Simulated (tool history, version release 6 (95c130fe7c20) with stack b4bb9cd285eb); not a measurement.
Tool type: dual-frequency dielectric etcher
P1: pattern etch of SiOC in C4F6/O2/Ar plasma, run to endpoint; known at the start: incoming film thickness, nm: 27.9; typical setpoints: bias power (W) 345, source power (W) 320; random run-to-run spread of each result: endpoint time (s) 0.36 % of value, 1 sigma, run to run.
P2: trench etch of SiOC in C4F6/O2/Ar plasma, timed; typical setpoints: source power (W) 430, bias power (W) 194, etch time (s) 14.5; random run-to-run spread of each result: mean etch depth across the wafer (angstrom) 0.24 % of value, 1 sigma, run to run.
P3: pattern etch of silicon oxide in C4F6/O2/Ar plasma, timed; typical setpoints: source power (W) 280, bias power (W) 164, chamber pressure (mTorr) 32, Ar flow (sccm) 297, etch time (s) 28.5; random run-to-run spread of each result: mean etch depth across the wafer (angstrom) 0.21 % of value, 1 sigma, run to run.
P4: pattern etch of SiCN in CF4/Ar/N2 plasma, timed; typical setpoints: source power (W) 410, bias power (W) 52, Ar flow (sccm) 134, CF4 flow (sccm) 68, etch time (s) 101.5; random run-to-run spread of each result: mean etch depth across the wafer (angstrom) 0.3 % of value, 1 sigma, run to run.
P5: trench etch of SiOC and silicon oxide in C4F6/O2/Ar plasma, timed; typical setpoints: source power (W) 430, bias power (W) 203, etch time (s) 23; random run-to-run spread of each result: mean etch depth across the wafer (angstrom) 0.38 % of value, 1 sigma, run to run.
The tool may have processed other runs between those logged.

run,hour,process that ran,bias power (W),source power (W),etch time (s),chamber pressure (mTorr),Ar flow (sccm),CF4 flow (sccm),hours since the last wet clean,hours since the last bias power generator calibration,hours since the last source power generator calibration,endpoint time (s),mean etch depth across the wafer (angstrom)
1,7.5,P1,345,320,,,,,352.9,936.8,2523.9,11.779,
2,12.2,P1,345,320,,,,,357.6,941.5,2528.6,11.765,
3,17.5,P2,156,430,14.5,,,,362.9,946.8,2533.9,,287.01
4,25.2,P2,194,430,14.5,,,,370.6,954.5,2541.6,,307.54
5,29.2,P2,194,250,14.5,,,,374.6,958.5,2545.6,,248.19
6,37.1,P3,164,280,28.5,32,297,,382.5,966.4,2553.5,,761.88
7,44.5,P1,205,320,,,,,389.9,973.8,2560.9,14.09,
8,50.7,P5,122,430,23,,,,396.1,980,2567.1,,398.97
9,58.1,P1,345,320,,,,,403.5,987.4,2574.5,11.777,
10,61.8,P1,448,270,,,,,407.2,991.1,2578.2,11.443,
11,68,P3,164,180,28.5,32,297,,413.4,997.3,2584.4,,643.54
12,72.1,P1,413,320,,,,,417.5,1001.4,2588.5,10.998,
13,78.7,P1,419,380,,,,,424.1,1008,2595.1,10.273,
14,86.4,P3,164,280,28.5,41,297,,431.8,1015.7,2602.8,,745.88
15,94.3,P5,203,590,23,,,,439.7,1023.6,2610.7,,523.87
16,98.4,P3,164,280,21,32,297,,443.8,1027.7,2614.8,,564.64
17,104.8,P4,52,410,101.5,,134,68,450.2,1034.1,2621.2,,697.09
18,111.9,P3,219,280,28.5,32,297,,457.3,1041.2,2628.3,,841.59
19,119.2,P4,52,540,101.5,,134,68,464.6,1048.5,2635.6,,886.43
20,125.3,P4,52,410,144.5,,134,68,470.7,1054.6,2641.7,,998.15
21,131.4,P5,203,430,15,,,,476.8,1060.7,2647.8,,304.44
22,137.3,P5,203,430,23,,,,482.7,1066.6,2653.7,,467.94
23,142.7,P1,345,420,,,,,488.1,1072,2659.1,10.612,
24,150.3,P1,345,320,,,,,495.7,1079.6,2666.7,11.71,
25,157.3,P4,40,410,101.5,,134,68,502.7,1086.6,2673.7,,645.81
26,163.1,P1,237,220,,,,,508.5,1092.4,2679.5,15.32,
27,166.7,P4,52,410,101.5,,182,68,512.1,1096,2683.1,,659.8
28,173.6,P2,194,430,19.5,,,,519,1102.9,2690,,413.88
29,177.6,P1,345,320,,,,,523,1106.9,2694,11.746,
30,184.3,P3,164,280,28.5,32,234,,529.7,1113.6,2700.7,,781.72
31,190,P1,345,320,,,,,535.4,1119.3,2706.4,11.713,
32,196.6,P2,194,430,14.5,,,,542,1125.9,2713,,306.76
33,202.2,P3,164,280,28.5,32,297,,547.6,1131.5,2718.6,,763.27
34,210.2,P4,52,410,101.5,,134,46,555.6,1139.5,2726.6,,650.6
35,217,P1,345,220,,,,,562.4,1146.3,2733.4,13.544,
36,223.7,P1,345,320,,,,,569.1,1153,2740.1,11.798,
37,230.9,P1,345,320,,,,,576.3,1160.2,2747.3,11.83,
38,234.5,P1,345,320,,,,,579.9,1163.8,2750.9,11.865,
39,240.8,P1,345,320,,,,,586.2,1170.1,2757.2,11.912,
# hour 243.4: wet clean of the chamber
40,247,P1,345,320,,,,,3.6,1176.3,2763.4,11.905,
41,252.8,P1,345,320,,,,,9.4,1182.1,2769.2,11.92,
42,256.5,P1,345,320,,,,,13.1,1185.8,2772.9,11.912,
43,261.4,P1,345,320,,,,,18,1190.7,2777.8,12.002,
44,267.1,P1,345,320,,,,,23.7,1196.4,2783.5,12.023,
45,272.4,P1,345,320,,,,,29,1201.7,2788.8,11.957,

P1 has crept away from where it was. The log is fitted equally well by each of these 2 causes, at the sizes shown:
A: source power that arrives under what is set, % = 4.66
B: bias power that arrives under what is set, % = 4.89
The gradual shift began around hour 223.7.
All other causes, with the reason each is excluded:
chamber walls in a state that lowers the etch rate, %: work on it at hour 243.4, done after the drift set in, did not restore what the process gave before

Each of the 4 check runs below uses one wafer; its results are left as question marks. Which run tells the causes apart?
check 1,277.7,P2,194,430,14.5,,,,,,,,?
check 2,277.7,P5,203,430,23,,,,,,,,?
check 3,277.7,P4,52,410,101.5,,134,68,,,,,?
check 4,277.7,P3,164,280,28.5,32,297,,,,,,?

How each check would come out, cause by cause:
check,result,if A,if B
check 1,mean etch depth across the wafer (angstrom),301.98,302.76
check 2,mean etch depth across the wafer (angstrom),456.75,457.82
check 3,mean etch depth across the wafer (angstrom),671.28,688.15
check 4,mean etch depth across the wafer (angstrom),751.08,753.1
Per check, the gap between the least separated pair of causes, taken in the result that splits them most: check 1 0.26 %; check 2 0.24 %; check 3 2.48 %; check 4 0.27 %
Only check 3 tells the causes apart: in the others they would give nearly the same result.

Check 3 was carried out, with these results: mean etch depth across the wafer (angstrom) 688.51. Which of the listed causes is responsible?

B is the cause: bias power that arrives under what is set, %.

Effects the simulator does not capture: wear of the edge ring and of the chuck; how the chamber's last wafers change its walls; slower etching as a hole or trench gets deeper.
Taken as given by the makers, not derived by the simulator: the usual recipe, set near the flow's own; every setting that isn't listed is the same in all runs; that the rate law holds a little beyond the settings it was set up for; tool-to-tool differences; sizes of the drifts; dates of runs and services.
